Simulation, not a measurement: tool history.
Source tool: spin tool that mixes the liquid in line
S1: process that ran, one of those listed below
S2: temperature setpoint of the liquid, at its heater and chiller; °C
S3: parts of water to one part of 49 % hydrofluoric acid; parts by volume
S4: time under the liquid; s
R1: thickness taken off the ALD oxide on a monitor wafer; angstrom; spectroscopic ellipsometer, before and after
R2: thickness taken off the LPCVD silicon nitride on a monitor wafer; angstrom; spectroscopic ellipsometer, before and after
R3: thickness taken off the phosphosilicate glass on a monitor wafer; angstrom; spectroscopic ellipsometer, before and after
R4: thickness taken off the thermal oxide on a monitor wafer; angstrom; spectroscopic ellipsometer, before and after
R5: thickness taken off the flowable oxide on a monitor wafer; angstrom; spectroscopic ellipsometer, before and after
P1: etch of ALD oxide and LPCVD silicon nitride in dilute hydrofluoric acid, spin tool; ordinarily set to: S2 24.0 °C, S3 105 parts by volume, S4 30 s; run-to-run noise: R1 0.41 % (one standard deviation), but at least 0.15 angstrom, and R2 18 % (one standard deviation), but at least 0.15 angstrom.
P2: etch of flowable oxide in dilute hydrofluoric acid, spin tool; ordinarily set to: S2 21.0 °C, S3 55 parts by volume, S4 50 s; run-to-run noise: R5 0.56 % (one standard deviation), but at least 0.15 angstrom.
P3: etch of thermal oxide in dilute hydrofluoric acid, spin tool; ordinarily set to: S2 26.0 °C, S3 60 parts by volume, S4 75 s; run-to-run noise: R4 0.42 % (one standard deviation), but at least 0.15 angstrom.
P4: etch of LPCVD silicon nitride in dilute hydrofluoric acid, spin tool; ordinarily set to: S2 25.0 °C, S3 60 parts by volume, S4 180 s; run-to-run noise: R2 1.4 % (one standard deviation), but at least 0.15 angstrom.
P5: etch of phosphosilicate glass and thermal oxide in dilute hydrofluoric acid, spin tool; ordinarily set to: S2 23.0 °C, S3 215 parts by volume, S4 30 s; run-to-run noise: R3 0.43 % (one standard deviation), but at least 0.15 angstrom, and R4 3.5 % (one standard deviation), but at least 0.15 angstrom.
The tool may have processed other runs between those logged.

run   hour  S1    S2   S3   S4       R1        R2      R3        R4      R5
  1   15.9  P1  24.0  105   30   50.264   1.65180
  2   25.2  P1  24.0  105   30   50.617   1.20910
  3   41.5  P4  25.0  100  180            9.93560
  4   51.6  P5  23.0  215   30                     137.30    5.4857
  5   65.7  P5  23.0   80   30                     427.40   16.9280
  6   79.3  P4  25.0   60  180           17.05400
  7   94.3  P5  17.0  215   30                     109.60    4.8187
  8  109.9  P1  24.0  105   15   25.153   0.81264
  9  122.9  P2  21.0   55   50                                       461.15
 10  137.3  P1  32.0  105   30   67.793   2.41750
 11  149.5  P1  24.0   45   50  212.410   4.58660
 12  158.7  P2  21.0   55   15                                       138.16
 13  168.4  P4  29.0   60  180           22.46600
 14  178.6  P3  26.0   60   75                              64.6610
 15  194.8  P1  18.5  105   30   40.333   0.92411
 16  207.7  P1  24.0  105   30   50.306   1.21520
 17  224.4  P3  26.0  110   75                              33.4680
 18  234.8  P1  24.0  105   55   92.514   2.55300
     236.9  -- thermometer replaced
 19  242.6  P1  31.5  140   30   47.878   1.41820
 20  259.1  P5  23.0  215   50                     227.14    9.1347
 21  270.8  P1  24.0  155   30   32.161   1.35720
 22  279.5  P3  26.0   60  140                             121.8600
 23  289.1  P2  21.0  105   50                                       226.54
 24  297.6  P2  26.5   55   50                                       574.13
 25  312.4  P4  25.0   60  335           31.58100
 26  325.1  P1  24.0  105   30   50.273   1.56410
 27  334.2  P1  24.0   40   30  142.690   3.70980
 28  350.2  P1  24.0  105   30   50.260   1.37820
 29  360.8  P3  20.5   60   75                              51.6350
 30  377.6  P1  24.0  105   30   50.002   1.64110
 31  387.2  P1  24.0  105   30   52.518   1.75840
 32  400.8  P1  24.0  105   30   53.541   0.99981
 33  417.5  P1  24.0  105   30   54.420   2.24040
 34  434.0  P1  24.0  105   30   54.916   1.54100
 35  444.7  P1  24.0  105   30   54.805   1.22270
 36  461.8  P1  24.0  105   30   54.955   2.05560

Something has made what P1 gives creep away from where it was; the 2 causes below, each at its own stated size, fit the log equally well:
A: liquid hotter than its thermometer reads (K) = 2.31
B: hydrofluoric acid flow above the setpoint (%) = 8.34
The onset of the drift is placed at about hour 377.6.

The list below offers 4 check runs, each averaging the results of 5 wafers, and shows each result as a question mark. For which of them would the listed causes give clearly different results?
check 1  478.9  P3  26.0   95   75               ?
check 2  478.9  P5  23.0  105   45           ?   ?
check 3  478.9  P4  25.0   85  180       ?
check 4  478.9  P2  21.0   95   25                   ?

How each check would come out, cause by cause:
  check  result      if A      if B
check 1      R4   42.6920   42.7060
check 2      R3    520.80    520.13
check 2      R4   21.3630   21.3360
check 3      R2  13.82200  12.86700
check 4      R5    139.62    138.95
Smallest distance between any two causes, each pair judged by its most separating result, in per cent: check 1 0.03 %; check 2 0.13 %; check 3 7.16 %; check 4 0.48 %
Check 3 distinguishes between the causes, while the remaining checks would return nearly the same result for all of them.

Check 3 was carried out, with these results: R2 13.96500 angstrom. Which of the listed causes is responsible?

It was cause A: liquid hotter than its thermometer reads (K).

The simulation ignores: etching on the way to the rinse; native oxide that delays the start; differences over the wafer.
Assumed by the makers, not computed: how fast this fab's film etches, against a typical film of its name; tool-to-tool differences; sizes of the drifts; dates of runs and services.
